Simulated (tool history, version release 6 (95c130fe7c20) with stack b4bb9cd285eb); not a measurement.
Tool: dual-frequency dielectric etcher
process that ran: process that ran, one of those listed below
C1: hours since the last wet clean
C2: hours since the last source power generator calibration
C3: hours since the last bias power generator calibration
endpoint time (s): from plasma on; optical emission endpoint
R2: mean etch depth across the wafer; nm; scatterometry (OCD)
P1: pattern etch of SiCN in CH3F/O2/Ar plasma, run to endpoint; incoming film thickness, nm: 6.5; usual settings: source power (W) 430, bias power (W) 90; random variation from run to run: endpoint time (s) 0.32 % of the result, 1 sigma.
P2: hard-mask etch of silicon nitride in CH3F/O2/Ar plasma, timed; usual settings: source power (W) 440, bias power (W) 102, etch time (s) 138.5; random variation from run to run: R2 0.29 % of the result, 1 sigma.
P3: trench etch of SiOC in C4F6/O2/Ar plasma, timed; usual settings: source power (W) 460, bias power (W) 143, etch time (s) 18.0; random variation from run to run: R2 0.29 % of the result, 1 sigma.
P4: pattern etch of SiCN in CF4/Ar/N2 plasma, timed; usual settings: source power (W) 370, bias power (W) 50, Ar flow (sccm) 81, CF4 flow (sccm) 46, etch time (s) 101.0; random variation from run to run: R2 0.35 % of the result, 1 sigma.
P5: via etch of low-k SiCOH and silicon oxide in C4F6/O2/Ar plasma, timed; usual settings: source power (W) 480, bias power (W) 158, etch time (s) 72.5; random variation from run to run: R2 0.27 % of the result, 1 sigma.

{"run": 1, "day": 0.242, "process that ran": "P1", "source power (W)": 430, "bias power (W)": 90, "C1": 362.7, "C2": 1367.7, "C3": 1249.2, "endpoint time (s)": 15.514}
{"run": 2, "day": 0.383, "process that ran": "P5", "source power (W)": 290, "bias power (W)": 158, "etch time (s)": 72.5, "C1": 366.1, "C2": 1371.1, "C3": 1252.6, "R2": 170.59}
{"run": 3, "day": 0.567, "process that ran": "P2", "source power (W)": 440, "bias power (W)": 102, "etch time (s)": 138.5, "C1": 370.5, "C2": 1375.5, "C3": 1257.0, "R2": 109.26}
{"run": 4, "day": 0.792, "process that ran": "P4", "source power (W)": 370, "bias power (W)": 50, "etch time (s)": 138.0, "Ar flow (sccm)": 81, "CF4 flow (sccm)": 46, "C1": 375.9, "C2": 1380.9, "C3": 1262.4, "R2": 83.231}
{"run": 5, "day": 0.996, "process that ran": "P5", "source power (W)": 480, "bias power (W)": 158, "etch time (s)": 72.5, "C1": 380.8, "C2": 1385.8, "C3": 1267.3, "R2": 206.69}
{"day": 1.192, "done": "wet clean of the chamber"}
{"run": 6, "day": 1.192, "process that ran": "P1", "source power (W)": 430, "bias power (W)": 90, "C1": 0.0, "C2": 1390.5, "C3": 1272.0, "endpoint time (s)": 15.517}
{"run": 7, "day": 1.425, "process that ran": "P1", "source power (W)": 430, "bias power (W)": 73, "C1": 5.6, "C2": 1396.1, "C3": 1277.6, "endpoint time (s)": 16.728}
{"run": 8, "day": 1.592, "process that ran": "P3", "source power (W)": 460, "bias power (W)": 143, "etch time (s)": 26.0, "C1": 9.6, "C2": 1400.1, "C3": 1281.6, "R2": 53.1}
{"run": 9, "day": 1.783, "process that ran": "P4", "source power (W)": 270, "bias power (W)": 50, "etch time (s)": 101.0, "Ar flow (sccm)": 81, "CF4 flow (sccm)": 46, "C1": 14.2, "C2": 1404.7, "C3": 1286.2, "R2": 46.175}
{"run": 10, "day": 1.933, "process that ran": "P1", "source power (W)": 430, "bias power (W)": 90, "C1": 17.8, "C2": 1408.3, "C3": 1289.8, "endpoint time (s)": 15.561}
{"run": 11, "day": 2.038, "process that ran": "P1", "source power (W)": 340, "bias power (W)": 117, "C1": 20.3, "C2": 1410.8, "C3": 1292.3, "endpoint time (s)": 15.318}
{"run": 12, "day": 2.167, "process that ran": "P4", "source power (W)": 370, "bias power (W)": 50, "etch time (s)": 101.0, "Ar flow (sccm)": 81, "CF4 flow (sccm)": 46, "C1": 23.4, "C2": 1413.9, "C3": 1295.4, "R2": 61.107}
{"run": 13, "day": 2.329, "process that ran": "P1", "source power (W)": 330, "bias power (W)": 72, "C1": 27.3, "C2": 1417.8, "C3": 1299.3, "endpoint time (s)": 18.613}
{"run": 14, "day": 2.538, "process that ran": "P2", "source power (W)": 440, "bias power (W)": 102, "etch time (s)": 103.0, "C1": 32.3, "C2": 1422.8, "C3": 1304.3, "R2": 81.166}
{"run": 15, "day": 2.75, "process that ran": "P1", "source power (W)": 430, "bias power (W)": 113, "C1": 37.4, "C2": 1427.9, "C3": 1309.4, "endpoint time (s)": 14.276}
{"run": 16, "day": 2.925, "process that ran": "P1", "source power (W)": 580, "bias power (W)": 90, "C1": 41.6, "C2": 1432.1, "C3": 1313.6, "endpoint time (s)": 13.865}
{"run": 17, "day": 3.154, "process that ran": "P3", "source power (W)": 660, "bias power (W)": 143, "etch time (s)": 18.0, "C1": 47.1, "C2": 1437.6, "C3": 1319.1, "R2": 42.395}
{"run": 18, "day": 3.296, "process that ran": "P2", "source power (W)": 550, "bias power (W)": 102, "etch time (s)": 138.5, "C1": 50.5, "C2": 1441.0, "C3": 1322.5, "R2": 118.32}
{"run": 19, "day": 3.442, "process that ran": "P3", "source power (W)": 460, "bias power (W)": 143, "etch time (s)": 18.0, "C1": 54.0, "C2": 1444.5, "C3": 1326.0, "R2": 36.719}
{"run": 20, "day": 3.617, "process that ran": "P1", "source power (W)": 430, "bias power (W)": 90, "C1": 58.2, "C2": 1448.7, "C3": 1330.2, "endpoint time (s)": 15.637}
{"run": 21, "day": 3.854, "process that ran": "P4", "source power (W)": 370, "bias power (W)": 50, "etch time (s)": 101.0, "Ar flow (sccm)": 60, "CF4 flow (sccm)": 46, "C1": 63.9, "C2": 1454.4, "C3": 1335.9, "R2": 64.351}
{"run": 22, "day": 3.996, "process that ran": "P4", "source power (W)": 370, "bias power (W)": 50, "etch time (s)": 101.0, "Ar flow (sccm)": 81, "CF4 flow (sccm)": 36, "C1": 67.3, "C2": 1457.8, "C3": 1339.3, "R2": 58.481}
{"run": 23, "day": 4.154, "process that ran": "P4", "source power (W)": 370, "bias power (W)": 70, "etch time (s)": 101.0, "Ar flow (sccm)": 81, "CF4 flow (sccm)": 46, "C1": 71.1, "C2": 1461.6, "C3": 1343.1, "R2": 68.408}
{"run": 24, "day": 4.321, "process that ran": "P5", "source power (W)": 480, "bias power (W)": 158, "etch time (s)": 41.5, "C1": 75.1, "C2": 1465.6, "C3": 1347.1, "R2": 118.63}
{"run": 25, "day": 4.438, "process that ran": "P3", "source power (W)": 460, "bias power (W)": 199, "etch time (s)": 18.0, "C1": 77.9, "C2": 1468.4, "C3": 1349.9, "R2": 40.733}
{"run": 26, "day": 4.588, "process that ran": "P1", "source power (W)": 430, "bias power (W)": 90, "C1": 81.5, "C2": 1472.0, "C3": 1353.5, "endpoint time (s)": 15.568}
{"run": 27, "day": 4.792, "process that ran": "P2", "source power (W)": 440, "bias power (W)": 60, "etch time (s)": 138.5, "C1": 86.4, "C2": 1476.9, "C3": 1358.4, "R2": 90.92}
{"run": 28, "day": 4.967, "process that ran": "P5", "source power (W)": 480, "bias power (W)": 99, "etch time (s)": 72.5, "C1": 90.6, "C2": 1481.1, "C3": 1362.6, "R2": 181.06}
{"run": 29, "day": 5.154, "process that ran": "P1", "source power (W)": 300, "bias power (W)": 90, "C1": 95.1, "C2": 1485.6, "C3": 1367.1, "endpoint time (s)": 17.726}
{"run": 30, "day": 5.354, "process that ran": "P1", "source power (W)": 430, "bias power (W)": 90, "C1": 99.9, "C2": 1490.4, "C3": 1371.9, "endpoint time (s)": 15.53}
{"run": 31, "day": 5.554, "process that ran": "P1", "source power (W)": 430, "bias power (W)": 90, "C1": 104.7, "C2": 1495.2, "C3": 1376.7, "endpoint time (s)": 15.516}
{"run": 32, "day": 5.721, "process that ran": "P4", "source power (W)": 370, "bias power (W)": 50, "etch time (s)": 101.0, "Ar flow (sccm)": 81, "CF4 flow (sccm)": 46, "C1": 108.7, "C2": 1499.2, "C3": 1380.7, "R2": 60.935}
{"run": 33, "day": 5.912, "process that ran": "P1", "source power (W)": 430, "bias power (W)": 90, "C1": 113.3, "C2": 1503.8, "C3": 1385.3, "endpoint time (s)": 15.552}
{"run": 34, "day": 6.029, "process that ran": "P1", "source power (W)": 430, "bias power (W)": 90, "C1": 116.1, "C2": 1506.6, "C3": 1388.1, "endpoint time (s)": 15.521}
{"run": 35, "day": 6.154, "process that ran": "P1", "source power (W)": 430, "bias power (W)": 90, "C1": 119.1, "C2": 1509.6, "C3": 1391.1, "endpoint time (s)": 15.612}
{"run": 36, "day": 6.371, "process that ran": "P1", "source power (W)": 430, "bias power (W)": 90, "C1": 124.3, "C2": 1514.8, "C3": 1396.3, "endpoint time (s)": 15.642}
{"run": 37, "day": 6.512, "process that ran": "P1", "source power (W)": 430, "bias power (W)": 90, "C1": 127.7, "C2": 1518.2, "C3": 1399.7, "endpoint time (s)": 15.694}
{"run": 38, "day": 6.729, "process that ran": "P1", "source power (W)": 430, "bias power (W)": 90, "C1": 132.9, "C2": 1523.4, "C3": 1404.9, "endpoint time (s)": 15.712}
{"day": 6.954, "done": "wet clean of the chamber"}
{"run": 39, "day": 6.967, "process that ran": "P1", "source power (W)": 430, "bias power (W)": 90, "C1": 0.3, "C2": 1529.1, "C3": 1410.6, "endpoint time (s)": 15.729}
{"run": 40, "day": 7.075, "process that ran": "P1", "source power (W)": 430, "bias power (W)": 90, "C1": 2.9, "C2": 1531.7, "C3": 1413.2, "endpoint time (s)": 15.696}
{"run": 41, "day": 7.267, "process that ran": "P1", "source power (W)": 430, "bias power (W)": 90, "C1": 7.5, "C2": 1536.3, "C3": 1417.8, "endpoint time (s)": 15.87}
{"run": 42, "day": 7.475, "process that ran": "P1", "source power (W)": 430, "bias power (W)": 90, "C1": 12.5, "C2": 1541.3, "C3": 1422.8, "endpoint time (s)": 15.858}

What P1 gives has crept away from where it was. These 2 causes fit the log equally well, each at the size given:
A: source power that arrives under what is set, % = 4.24
B: bias power that arrives under what is set, % = 4.29
The creep began at about day 5.912.
Why every other cause is out:
chamber walls in a state that lowers the etch rate, %: serviced at day 6.954, which brought nothing back

4 check runs are offered, each on 2 wafers whose results are averaged, their results left as question marks. Which one tells the causes apart?
{"run": "check 1", "day": 7.683, "process that ran": "P2", "source power (W)": 520, "bias power (W)": 84, "etch time (s)": 138.5, "R2": "?"}
{"run": "check 2", "day": 7.683, "process that ran": "P4", "source power (W)": 370, "bias power (W)": 60, "etch time (s)": 101.0, "Ar flow (sccm)": 81, "CF4 flow (sccm)": 46, "R2": "?"}
{"run": "check 3", "day": 7.683, "process that ran": "P3", "source power (W)": 640, "bias power (W)": 143, "etch time (s)": 18.0, "R2": "?"}
{"run": "check 4", "day": 7.683, "process that ran": "P5", "source power (W)": 360, "bias power (W)": 158, "etch time (s)": 72.5, "R2": "?"}

What each check would give under each cause:
check=check_1 result=R2 if_A=106.550 if_B=106.680
check=check_2 result=R2 if_A=62.590 if_B=64.028
check=check_3 result=R2 if_A=41.238 if_B=41.432
check=check_4 result=R2 if_A=181.810 if_B=182.450
How far apart the two closest causes lie, in the result that separates them most: check 1 0.12 %; check 2 2.27 %; check 3 0.47 %; check 4 0.35 %
Only check 2 tells the causes apart: in the others they would give nearly the same result.

Check 2 was then run and gave: R2 62.391 nm. Which cause is it?

It is A: source power that arrives under what is set, %.
